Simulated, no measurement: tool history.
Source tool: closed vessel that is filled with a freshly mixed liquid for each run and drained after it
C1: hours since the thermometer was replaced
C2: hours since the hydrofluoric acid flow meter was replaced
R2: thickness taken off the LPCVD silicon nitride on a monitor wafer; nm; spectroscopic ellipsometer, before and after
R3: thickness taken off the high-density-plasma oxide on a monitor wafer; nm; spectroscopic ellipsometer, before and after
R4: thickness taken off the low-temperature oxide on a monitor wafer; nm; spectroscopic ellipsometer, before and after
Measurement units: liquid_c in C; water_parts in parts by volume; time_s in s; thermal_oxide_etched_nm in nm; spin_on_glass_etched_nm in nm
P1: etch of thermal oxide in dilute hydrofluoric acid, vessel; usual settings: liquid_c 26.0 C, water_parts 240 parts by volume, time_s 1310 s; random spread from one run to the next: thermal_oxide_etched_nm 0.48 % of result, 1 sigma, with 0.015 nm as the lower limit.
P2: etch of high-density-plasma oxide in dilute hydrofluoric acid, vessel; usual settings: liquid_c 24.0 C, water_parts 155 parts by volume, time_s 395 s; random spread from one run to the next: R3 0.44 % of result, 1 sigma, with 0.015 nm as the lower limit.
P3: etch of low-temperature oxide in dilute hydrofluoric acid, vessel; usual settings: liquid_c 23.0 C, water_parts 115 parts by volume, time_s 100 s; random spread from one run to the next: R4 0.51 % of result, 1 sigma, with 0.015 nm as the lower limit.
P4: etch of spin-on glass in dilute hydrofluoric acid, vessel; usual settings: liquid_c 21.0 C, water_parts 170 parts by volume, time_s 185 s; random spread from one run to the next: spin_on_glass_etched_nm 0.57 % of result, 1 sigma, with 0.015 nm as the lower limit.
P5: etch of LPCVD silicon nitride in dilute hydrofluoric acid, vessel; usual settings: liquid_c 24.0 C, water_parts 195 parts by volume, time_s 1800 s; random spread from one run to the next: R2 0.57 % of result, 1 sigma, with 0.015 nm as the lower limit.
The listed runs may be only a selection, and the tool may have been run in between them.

Run 1, hour 3.5: process P1, liquid_c 26.0 C, water_parts 240 parts by volume, time_s 1310 s; C1 371.9; C2 1558.8. Result: thermal_oxide_etched_nm 22.576 nm.
Run 2, hour 9.5: process P5, liquid_c 24.0 C, water_parts 195 parts by volume, time_s 3540 s; C1 377.9; C2 1564.8. Result: R2 9.0945 nm.
Run 3, hour 15.3: process P2, liquid_c 17.0 C, water_parts 155 parts by volume, time_s 395 s; C1 383.7; C2 1570.6. Result: R3 14.052 nm.
Run 4, hour 20.3: process P1, liquid_c 26.0 C, water_parts 240 parts by volume, time_s 1310 s; C1 388.7; C2 1575.6. Result: thermal_oxide_etched_nm 22.434 nm.
Run 5, hour 24.0: process P3, liquid_c 28.5 C, water_parts 115 parts by volume, time_s 100 s; C1 392.4; C2 1579.3. Result: R4 32.135 nm.
Run 6, hour 29.6: process P5, liquid_c 32.5 C, water_parts 195 parts by volume, time_s 1800 s; C1 398.0; C2 1584.9. Result: R2 7.9159 nm.
Run 7, hour 32.8: process P1, liquid_c 18.0 C, water_parts 240 parts by volume, time_s 1310 s; C1 401.2; C2 1588.1. Result: thermal_oxide_etched_nm 16.916 nm.
Run 8, hour 36.9: process P4, liquid_c 21.0 C, water_parts 170 parts by volume, time_s 315 s; C1 405.3; C2 1592.2. Result: spin_on_glass_etched_nm 75.872 nm.
Run 9, hour 41.0: process P4, liquid_c 21.0 C, water_parts 310 parts by volume, time_s 185 s; C1 409.4; C2 1596.3. Result: spin_on_glass_etched_nm 21.361 nm.
Run 10, hour 45.8: process P2, liquid_c 24.0 C, water_parts 155 parts by volume, time_s 655 s; C1 414.2; C2 1601.1. Result: R3 30.860 nm.
Run 11, hour 50.0: process P3, liquid_c 23.0 C, water_parts 165 parts by volume, time_s 100 s; C1 418.4; C2 1605.3. Result: R4 17.114 nm.
Run 12, hour 54.0: process P4, liquid_c 21.0 C, water_parts 170 parts by volume, time_s 185 s; C1 422.4; C2 1609.3. Result: spin_on_glass_etched_nm 44.575 nm.
Run 13, hour 59.0: process P1, liquid_c 30.5 C, water_parts 240 parts by volume, time_s 1310 s; C1 427.4; C2 1614.3. Result: thermal_oxide_etched_nm 26.438 nm.
Run 14, hour 63.1: process P2, liquid_c 24.0 C, water_parts 95 parts by volume, time_s 395 s; C1 431.5; C2 1618.4. Result: R3 32.233 nm.
Run 15, hour 66.1: process P1, liquid_c 26.0 C, water_parts 435 parts by volume, time_s 1310 s; C1 434.5; C2 1621.4. Result: thermal_oxide_etched_nm 10.302 nm.
Run 16, hour 72.3: process P3, liquid_c 23.0 C, water_parts 115 parts by volume, time_s 40 s; C1 440.7; C2 1627.6. Result: R4 10.464 nm.
Run 17, hour 76.0: process P1, liquid_c 26.0 C, water_parts 405 parts by volume, time_s 150 s; C1 444.4; C2 1631.3. Result: thermal_oxide_etched_nm 1.288 nm.
Run 18, hour 79.1: process P1, liquid_c 33.5 C, water_parts 395 parts by volume, time_s 1310 s; C1 447.5; C2 1634.4. Result: thermal_oxide_etched_nm 14.779 nm.
Run 19, hour 85.4: process P4, liquid_c 21.0 C, water_parts 170 parts by volume, time_s 185 s; C1 453.8; C2 1640.7. Result: spin_on_glass_etched_nm 44.423 nm.
Run 20, hour 89.7: process P1, liquid_c 26.0 C, water_parts 240 parts by volume, time_s 1310 s; C1 458.1; C2 1645.0. Result: thermal_oxide_etched_nm 22.521 nm.
At hour 93.9: hydrofluoric acid flow meter replaced.
Run 21, hour 96.1: process P3, liquid_c 23.0 C, water_parts 115 parts by volume, time_s 100 s; C1 464.5; C2 2.2. Result: R4 26.013 nm.
Run 22, hour 101.0: process P1, liquid_c 26.0 C, water_parts 240 parts by volume, time_s 1310 s; C1 469.4; C2 7.1. Result: thermal_oxide_etched_nm 22.577 nm.
Run 23, hour 106.8: process P1, liquid_c 31.0 C, water_parts 80 parts by volume, time_s 1310 s; C1 475.2; C2 12.9. Result: thermal_oxide_etched_nm 99.252 nm.
Run 24, hour 110.6: process P1, liquid_c 26.0 C, water_parts 40 parts by volume, time_s 1310 s; C1 479.0; C2 16.7. Result: thermal_oxide_etched_nm 171.730 nm.
Run 25, hour 116.3: process P1, liquid_c 26.0 C, water_parts 240 parts by volume, time_s 1310 s; C1 484.7; C2 22.4. Result: thermal_oxide_etched_nm 22.472 nm.
Run 26, hour 121.7: process P1, liquid_c 26.0 C, water_parts 240 parts by volume, time_s 665 s; C1 490.1; C2 27.8. Result: thermal_oxide_etched_nm 11.458 nm.
Run 27, hour 124.7: process P5, liquid_c 24.0 C, water_parts 195 parts by volume, time_s 1800 s; C1 493.1; C2 30.8. Result: R2 4.6616 nm.
Run 28, hour 129.0: process P5, liquid_c 24.0 C, water_parts 325 parts by volume, time_s 1800 s; C1 497.4; C2 35.1. Result: R2 2.7964 nm.
Run 29, hour 132.0: process P4, liquid_c 17.0 C, water_parts 170 parts by volume, time_s 185 s; C1 500.4; C2 38.1. Result: spin_on_glass_etched_nm 38.132 nm.
Run 30, hour 137.5: process P5, liquid_c 24.0 C, water_parts 195 parts by volume, time_s 1800 s; C1 505.9; C2 43.6. Result: R2 4.7052 nm.
Run 31, hour 140.4: process P2, liquid_c 24.0 C, water_parts 155 parts by volume, time_s 395 s; C1 508.8; C2 46.5. Result: R3 18.548 nm.
Run 32, hour 144.1: process P1, liquid_c 26.0 C, water_parts 240 parts by volume, time_s 2285 s; C1 512.5; C2 50.2. Result: thermal_oxide_etched_nm 39.354 nm.
Run 33, hour 148.4: process P1, liquid_c 26.0 C, water_parts 240 parts by volume, time_s 1310 s; C1 516.8; C2 54.5. Result: thermal_oxide_etched_nm 22.459 nm.
Run 34, hour 152.4: process P1, liquid_c 26.0 C, water_parts 240 parts by volume, time_s 1310 s; C1 520.8; C2 58.5. Result: thermal_oxide_etched_nm 22.540 nm.
Run 35, hour 158.5: process P1, liquid_c 26.0 C, water_parts 240 parts by volume, time_s 1310 s; C1 526.9; C2 64.6. Result: thermal_oxide_etched_nm 23.209 nm.
Run 36, hour 163.2: process P1, liquid_c 26.0 C, water_parts 240 parts by volume, time_s 1310 s; C1 531.6; C2 69.3. Result: thermal_oxide_etched_nm 23.611 nm.
Run 37, hour 169.2: process P1, liquid_c 26.0 C, water_parts 240 parts by volume, time_s 1310 s; C1 537.6; C2 75.3. Result: thermal_oxide_etched_nm 23.688 nm.
Run 38, hour 173.6: process P1, liquid_c 26.0 C, water_parts 240 parts by volume, time_s 1310 s; C1 542.0; C2 79.7. Result: thermal_oxide_etched_nm 23.695 nm.
Run 39, hour 179.5: process P1, liquid_c 26.0 C, water_parts 240 parts by volume, time_s 1310 s; C1 547.9; C2 85.6. Result: thermal_oxide_etched_nm 23.820 nm.
Run 40, hour 183.1: process P1, liquid_c 26.0 C, water_parts 240 parts by volume, time_s 1310 s; C1 551.5; C2 89.2. Result: thermal_oxide_etched_nm 23.890 nm.
Run 41, hour 186.3: process P1, liquid_c 26.0 C, water_parts 240 parts by volume, time_s 1310 s; C1 554.7; C2 92.4. Result: thermal_oxide_etched_nm 24.029 nm.

P1 has crept away from where it was. The log is fitted equally well by each of these 2 causes, at the sizes shown:
A: hydrofluoric acid flow above the setpoint (%) = 4.74
B: liquid hotter than its thermometer reads (K) = 1.67
The drift started at roughly hour 152.4.

Question marks stand in for the results of the 4 check runs listed below, each run on one wafer. Under which run would the listed causes show clearly different results?
Run check 1, hour 189.5: process P4, liquid_c 21.0 C, water_parts 305 parts by volume, time_s 185 s. Result: spin_on_glass_etched_nm ?.
Run check 2, hour 189.5: process P2, liquid_c 24.0 C, water_parts 155 parts by volume, time_s 565 s. Result: R3 ?.
Run check 3, hour 189.5: process P5, liquid_c 29.0 C, water_parts 195 parts by volume, time_s 1800 s. Result: R2 ?.
Run check 4, hour 189.5: process P3, liquid_c 26.0 C, water_parts 115 parts by volume, time_s 100 s. Result: R4 ?.

Check results expected under each cause:
  check                   result    if A    if B
check 1  spin_on_glass_etched_nm  23.056  23.068
check 2                       R3  27.976  28.223
check 3                       R2  6.7039  7.0710
check 4                       R4  30.822  31.159
Distance between the nearest two causes, measured in the result of the check that separates them most: check 1 0.05 %; check 2 0.88 %; check 3 5.33 %; check 4 1.09 %
Check 3 is the one run that separates the causes; every other check would come out nearly the same whichever cause is at work.

Then check 3 was run and gave: R2 7.0553 nm. Which cause is it?

It is B: liquid hotter than its thermometer reads (K).

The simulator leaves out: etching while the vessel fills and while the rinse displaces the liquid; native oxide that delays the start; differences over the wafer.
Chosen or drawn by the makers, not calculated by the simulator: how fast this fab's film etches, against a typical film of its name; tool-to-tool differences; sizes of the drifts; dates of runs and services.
